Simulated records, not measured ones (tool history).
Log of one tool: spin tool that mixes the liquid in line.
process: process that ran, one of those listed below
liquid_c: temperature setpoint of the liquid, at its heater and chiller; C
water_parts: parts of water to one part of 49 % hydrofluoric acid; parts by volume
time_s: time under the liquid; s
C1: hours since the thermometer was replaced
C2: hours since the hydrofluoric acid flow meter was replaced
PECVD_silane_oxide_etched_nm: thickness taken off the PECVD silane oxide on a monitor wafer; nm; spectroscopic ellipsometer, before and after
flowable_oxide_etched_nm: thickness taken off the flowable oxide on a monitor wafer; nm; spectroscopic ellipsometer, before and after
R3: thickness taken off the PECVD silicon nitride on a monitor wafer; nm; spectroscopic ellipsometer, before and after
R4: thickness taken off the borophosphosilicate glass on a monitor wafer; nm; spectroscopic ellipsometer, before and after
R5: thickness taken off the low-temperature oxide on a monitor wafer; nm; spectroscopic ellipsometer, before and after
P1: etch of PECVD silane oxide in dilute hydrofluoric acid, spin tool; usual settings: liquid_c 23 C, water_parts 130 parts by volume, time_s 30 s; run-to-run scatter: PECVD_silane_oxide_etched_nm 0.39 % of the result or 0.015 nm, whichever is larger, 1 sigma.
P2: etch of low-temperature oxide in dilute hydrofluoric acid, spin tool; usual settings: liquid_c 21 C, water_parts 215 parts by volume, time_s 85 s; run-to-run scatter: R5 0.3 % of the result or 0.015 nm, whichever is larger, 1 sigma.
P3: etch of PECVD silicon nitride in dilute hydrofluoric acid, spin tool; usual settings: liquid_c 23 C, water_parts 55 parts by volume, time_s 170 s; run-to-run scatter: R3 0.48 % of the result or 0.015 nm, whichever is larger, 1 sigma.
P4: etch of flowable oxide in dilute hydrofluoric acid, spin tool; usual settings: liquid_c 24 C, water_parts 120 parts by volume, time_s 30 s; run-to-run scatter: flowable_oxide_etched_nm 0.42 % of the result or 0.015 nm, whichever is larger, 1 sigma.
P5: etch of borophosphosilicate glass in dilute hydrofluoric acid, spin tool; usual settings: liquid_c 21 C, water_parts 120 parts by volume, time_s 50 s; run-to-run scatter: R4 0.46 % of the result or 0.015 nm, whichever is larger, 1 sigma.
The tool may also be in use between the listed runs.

Run 1, hour 12.7: process P1, liquid_c 23 C, water_parts 130 parts by volume, time_s 30 s; C1 962.8; C2 441.9. Result: PECVD_silane_oxide_etched_nm 8.6739 nm.
Run 2, hour 23.8: process P4, liquid_c 24 C, water_parts 70 parts by volume, time_s 30 s; C1 973.9; C2 453. Result: flowable_oxide_etched_nm 13.849 nm.
Run 3, hour 35.8: process P3, liquid_c 23 C, water_parts 55 parts by volume, time_s 270 s; C1 985.9; C2 465. Result: R3 18.777 nm.
Run 4, hour 44.2: process P5, liquid_c 21 C, water_parts 120 parts by volume, time_s 15 s; C1 994.3; C2 473.4. Result: R4 3.7466 nm.
Run 5, hour 54.1: process P1, liquid_c 23 C, water_parts 130 parts by volume, time_s 30 s; C1 1004.2; C2 483.3. Result: PECVD_silane_oxide_etched_nm 8.6735 nm.
Run 6, hour 59.9: process P1, liquid_c 23 C, water_parts 130 parts by volume, time_s 30 s; C1 1010; C2 489.1. Result: PECVD_silane_oxide_etched_nm 8.7584 nm.
Run 7, hour 69.4: process P4, liquid_c 24 C, water_parts 120 parts by volume, time_s 45 s; C1 1019.5; C2 498.6. Result: flowable_oxide_etched_nm 11.384 nm.
Run 8, hour 80.1: process P3, liquid_c 17.5 C, water_parts 55 parts by volume, time_s 170 s; C1 1030.2; C2 509.3. Result: R3 8.1152 nm.
Run 9, hour 91.6: process P4, liquid_c 18 C, water_parts 120 parts by volume, time_s 30 s; C1 1041.7; C2 520.8. Result: flowable_oxide_etched_nm 6.0197 nm.
Run 10, hour 104.1: process P1, liquid_c 23 C, water_parts 130 parts by volume, time_s 30 s; C1 1054.2; C2 533.3. Result: PECVD_silane_oxide_etched_nm 8.7068 nm.
Run 11, hour 112.4: process P1, liquid_c 17 C, water_parts 130 parts by volume, time_s 30 s; C1 1062.5; C2 541.6. Result: PECVD_silane_oxide_etched_nm 6.8254 nm.
Run 12, hour 120.1: process P1, liquid_c 23 C, water_parts 20 parts by volume, time_s 30 s; C1 1070.2; C2 549.3. Result: PECVD_silane_oxide_etched_nm 65.105 nm.
Run 13, hour 132.5: process P1, liquid_c 23 C, water_parts 200 parts by volume, time_s 30 s; C1 1082.6; C2 561.7. Result: PECVD_silane_oxide_etched_nm 5.2039 nm.
Run 14, hour 144.8: process P1, liquid_c 27 C, water_parts 130 parts by volume, time_s 30 s; C1 1094.9; C2 574. Result: PECVD_silane_oxide_etched_nm 10.1 nm.
Run 15, hour 155.3: process P1, liquid_c 23 C, water_parts 130 parts by volume, time_s 30 s; C1 1105.4; C2 584.5. Result: PECVD_silane_oxide_etched_nm 8.656 nm.
Run 16, hour 163.3: process P4, liquid_c 24 C, water_parts 120 parts by volume, time_s 30 s; C1 1113.4; C2 592.5. Result: flowable_oxide_etched_nm 7.6075 nm.
Run 17, hour 172.6: process P2, liquid_c 21 C, water_parts 215 parts by volume, time_s 15 s; C1 1122.7; C2 601.8. Result: R5 1.2233 nm.
Run 18, hour 183.6: process P5, liquid_c 21 C, water_parts 120 parts by volume, time_s 50 s; C1 1133.7; C2 612.8. Result: R4 12.442 nm.
Run 19, hour 189.3: process P2, liquid_c 17 C, water_parts 215 parts by volume, time_s 85 s; C1 1139.4; C2 618.5. Result: R5 5.8865 nm.
Run 20, hour 200.5: process P1, liquid_c 17 C, water_parts 130 parts by volume, time_s 15 s; C1 1150.6; C2 629.7. Result: PECVD_silane_oxide_etched_nm 3.4003 nm.
Run 21, hour 206.7: process P1, liquid_c 23 C, water_parts 70 parts by volume, time_s 15 s; C1 1156.8; C2 635.9. Result: PECVD_silane_oxide_etched_nm 8.6356 nm.
Run 22, hour 213.8: process P5, liquid_c 17 C, water_parts 120 parts by volume, time_s 50 s; C1 1163.9; C2 643. Result: R4 10.621 nm.
Run 23, hour 224.4: process P1, liquid_c 23 C, water_parts 130 parts by volume, time_s 15 s; C1 1174.5; C2 653.6. Result: PECVD_silane_oxide_etched_nm 4.3337 nm.
Run 24, hour 237.2: process P1, liquid_c 23 C, water_parts 130 parts by volume, time_s 30 s; C1 1187.3; C2 666.4. Result: PECVD_silane_oxide_etched_nm 8.6461 nm.
Run 25, hour 248.4: process P3, liquid_c 23 C, water_parts 55 parts by volume, time_s 170 s; C1 1198.5; C2 677.6. Result: R3 11.774 nm.
Run 26, hour 255.3: process P1, liquid_c 23 C, water_parts 70 parts by volume, time_s 50 s; C1 1205.4; C2 684.5. Result: PECVD_silane_oxide_etched_nm 28.971 nm.
Run 27, hour 264.8: process P2, liquid_c 21 C, water_parts 105 parts by volume, time_s 85 s; C1 1214.9; C2 694. Result: R5 15.853 nm.
Run 28, hour 276.5: process P2, liquid_c 21 C, water_parts 215 parts by volume, time_s 85 s; C1 1226.6; C2 705.7. Result: R5 6.9136 nm.
Run 29, hour 286.1: process P1, liquid_c 23 C, water_parts 130 parts by volume, time_s 45 s; C1 1236.2; C2 715.3. Result: PECVD_silane_oxide_etched_nm 12.941 nm.
Run 30, hour 291.7: process P1, liquid_c 23 C, water_parts 130 parts by volume, time_s 30 s; C1 1241.8; C2 720.9. Result: PECVD_silane_oxide_etched_nm 8.733 nm.
Run 31, hour 303.9: process P4, liquid_c 24 C, water_parts 120 parts by volume, time_s 30 s; C1 1254; C2 733.1. Result: flowable_oxide_etched_nm 7.5255 nm.
Run 32, hour 316.1: process P5, liquid_c 21 C, water_parts 55 parts by volume, time_s 50 s; C1 1266.2; C2 745.3. Result: R4 29.135 nm.
Run 33, hour 328.3: process P3, liquid_c 23 C, water_parts 100 parts by volume, time_s 170 s; C1 1278.4; C2 757.5. Result: R3 6.5866 nm.
Run 34, hour 340.9: process P5, liquid_c 21 C, water_parts 120 parts by volume, time_s 50 s; C1 1291; C2 770.1. Result: R4 12.541 nm.
Run 35, hour 353: process P1, liquid_c 23 C, water_parts 130 parts by volume, time_s 30 s; C1 1303.1; C2 782.2. Result: PECVD_silane_oxide_etched_nm 8.6547 nm.
Run 36, hour 360.2: process P1, liquid_c 23 C, water_parts 130 parts by volume, time_s 30 s; C1 1310.3; C2 789.4. Result: PECVD_silane_oxide_etched_nm 8.8997 nm.
Run 37, hour 371.3: process P1, liquid_c 23 C, water_parts 130 parts by volume, time_s 30 s; C1 1321.4; C2 800.5. Result: PECVD_silane_oxide_etched_nm 9.1475 nm.
Run 38, hour 382.3: process P1, liquid_c 23 C, water_parts 130 parts by volume, time_s 30 s; C1 1332.4; C2 811.5. Result: PECVD_silane_oxide_etched_nm 9.286 nm.
Run 39, hour 389.9: process P1, liquid_c 23 C, water_parts 130 parts by volume, time_s 30 s; C1 1340; C2 819.1. Result: PECVD_silane_oxide_etched_nm 9.3521 nm.
Run 40, hour 397.6: process P1, liquid_c 23 C, water_parts 130 parts by volume, time_s 30 s; C1 1347.7; C2 826.8. Result: PECVD_silane_oxide_etched_nm 9.2817 nm.
Run 41, hour 407.5: process P1, liquid_c 23 C, water_parts 130 parts by volume, time_s 30 s; C1 1357.6; C2 836.7. Result: PECVD_silane_oxide_etched_nm 9.414 nm.
Run 42, hour 415: process P1, liquid_c 23 C, water_parts 130 parts by volume, time_s 30 s; C1 1365.1; C2 844.2. Result: PECVD_silane_oxide_etched_nm 9.4537 nm.
Run 43, hour 425.5: process P1, liquid_c 23 C, water_parts 130 parts by volume, time_s 30 s; C1 1375.6; C2 854.7. Result: PECVD_silane_oxide_etched_nm 9.4527 nm.
Run 44, hour 436: process P1, liquid_c 23 C, water_parts 130 parts by volume, time_s 30 s; C1 1386.1; C2 865.2. Result: PECVD_silane_oxide_etched_nm 9.4836 nm.
Run 45, hour 445.3: process P1, liquid_c 23 C, water_parts 130 parts by volume, time_s 30 s; C1 1395.4; C2 874.5. Result: PECVD_silane_oxide_etched_nm 9.4907 nm.
Run 46, hour 451.2: process P1, liquid_c 23 C, water_parts 130 parts by volume, time_s 30 s; C1 1401.3; C2 880.4. Result: PECVD_silane_oxide_etched_nm 9.5491 nm.

What P1 gives has crept away from where it was. These 2 causes fit the log equally well, each at the size given:
A: hydrofluoric acid flow above the setpoint (%) = 8.21
B: liquid hotter than its thermometer reads (K) = 2.34
The creep began at about hour 353.

4 check runs are offered, one wafer each, their results left as question marks. Which one tells the causes apart?
Run check 1, hour 457.1: process P5, liquid_c 21 C, water_parts 120 parts by volume, time_s 50 s. Result: R4 ?.
Run check 2, hour 457.1: process P2, liquid_c 21 C, water_parts 215 parts by volume, time_s 85 s. Result: R5 ?.
Run check 3, hour 457.1: process P4, liquid_c 24 C, water_parts 120 parts by volume, time_s 30 s. Result: flowable_oxide_etched_nm ?.
Run check 4, hour 457.1: process P3, liquid_c 23 C, water_parts 55 parts by volume, time_s 170 s. Result: R3 ?.

What each check would give under each cause:
  check                    result    if A    if B
check 1                        R4  13.625  13.679
check 2                        R5  7.5742   7.516
check 3  flowable_oxide_etched_nm  8.2933  8.2981
check 4                        R3  12.783  13.849
How far apart the two closest causes lie, in the result that separates them most: check 1 0.39 %; check 2 0.77 %; check 3 0.06 %; check 4 8.01 %
Check 4 tells the causes apart: in the others they would give nearly the same result.

Check 4 was then run and gave: R3 12.871 nm. Which cause is it?

It is A: hydrofluoric acid flow above the setpoint (%).
